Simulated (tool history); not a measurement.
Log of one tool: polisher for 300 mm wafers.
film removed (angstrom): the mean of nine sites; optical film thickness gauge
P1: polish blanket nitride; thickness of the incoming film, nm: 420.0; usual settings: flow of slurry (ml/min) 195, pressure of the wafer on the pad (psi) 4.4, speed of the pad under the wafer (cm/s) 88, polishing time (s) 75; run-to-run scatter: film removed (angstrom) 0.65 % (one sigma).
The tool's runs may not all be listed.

run   hour  flow of slurry (ml/min)  pressure of the wafer on the pad (psi)  speed of the pad under the wafer (cm/s)  polishing time (s)  wafers polished on this pad  hours since the slurry nozzle was cleaned  hours since the head pressure was calibrated  film removed (angstrom)
  1    5.8                      195                                     4.4                                       88                  75                          843                                      312.1                                         443.8                  1528.90
  2    9.2                      195                                     4.4                                      128                  75                          892                                      315.5                                         447.2                  2096.10
      12.1  -- worn pad replaced by a new one
  3   14.0                      195                                     6.3                                       88                  75                           26                                      320.3                                         452.0                  2212.70
      15.5  -- slurry nozzle cleaned
  4   18.6                      195                                     4.4                                       88                  75                           92                                        3.1                                         456.6                  1555.90
  5   25.2                      195                                     2.0                                       88                  75                          185                                        9.7                                         463.2                   707.54
  6   28.6                      195                                     4.4                                       88                  34                          234                                       13.1                                         466.6                   705.27
  7   33.8                      195                                     4.4                                       88                  75                          307                                       18.3                                         471.8                  1539.60
  8   40.2                      115                                     4.4                                       88                  75                          398                                       24.7                                         478.2                  1425.50
  9   45.2                      245                                     4.4                                       88                  75                          469                                       29.7                                         483.2                  1573.10
 10   50.4                      195                                     4.4                                       88                 102                          543                                       34.9                                         488.4                  2115.00
 11   53.8                      195                                     4.4                                       88                  75                          591                                       38.3                                         491.8                  1555.30
 12   58.2                      195                                     4.4                                       88                  75                          653                                       42.7                                         496.2                  1529.80
 13   63.7                      300                                     4.4                                      110                  75                          731                                       48.2                                         501.7                  1961.60
 14   69.3                      195                                     4.4                                       54                  75                          811                                       53.8                                         507.3                  1058.00
 15   74.4                      195                                     4.4                                       88                  75                          883                                       58.9                                         512.4                  1552.00
 16   79.7                      195                                     4.4                                       88                  75                          958                                       64.2                                         517.7                  1514.70
 17   82.7                      195                                     4.4                                       88                  75                         1001                                       67.2                                         520.7                  1512.50
 18   86.6                      195                                     4.4                                       88                  75                         1056                                       71.1                                         524.6                  1502.10
 19   90.0                      195                                     4.4                                       88                  75                         1104                                       74.5                                         528.0                  1476.10
 20   93.2                      195                                     4.4                                       88                  75                         1150                                       77.7                                         531.2                  1485.20
      95.2  -- worn pad replaced by a new one
 21   96.3                      195                                     4.4                                       88                  75                           16                                       80.8                                         534.3                  1466.90
 22  102.2                      195                                     4.4                                       88                  75                          100                                       86.7                                         540.2                  1474.10
 23  108.7                      195                                     4.4                                       88                  75                          192                                       93.2                                         546.7                  1463.00

The next listed run, before its measurement:
 24  112.0                      195                                     4.4                                       88                  75                          239                                       96.5                                         550.0                        ?

{"run 24": {"film removed (angstrom)": 1454.6}}
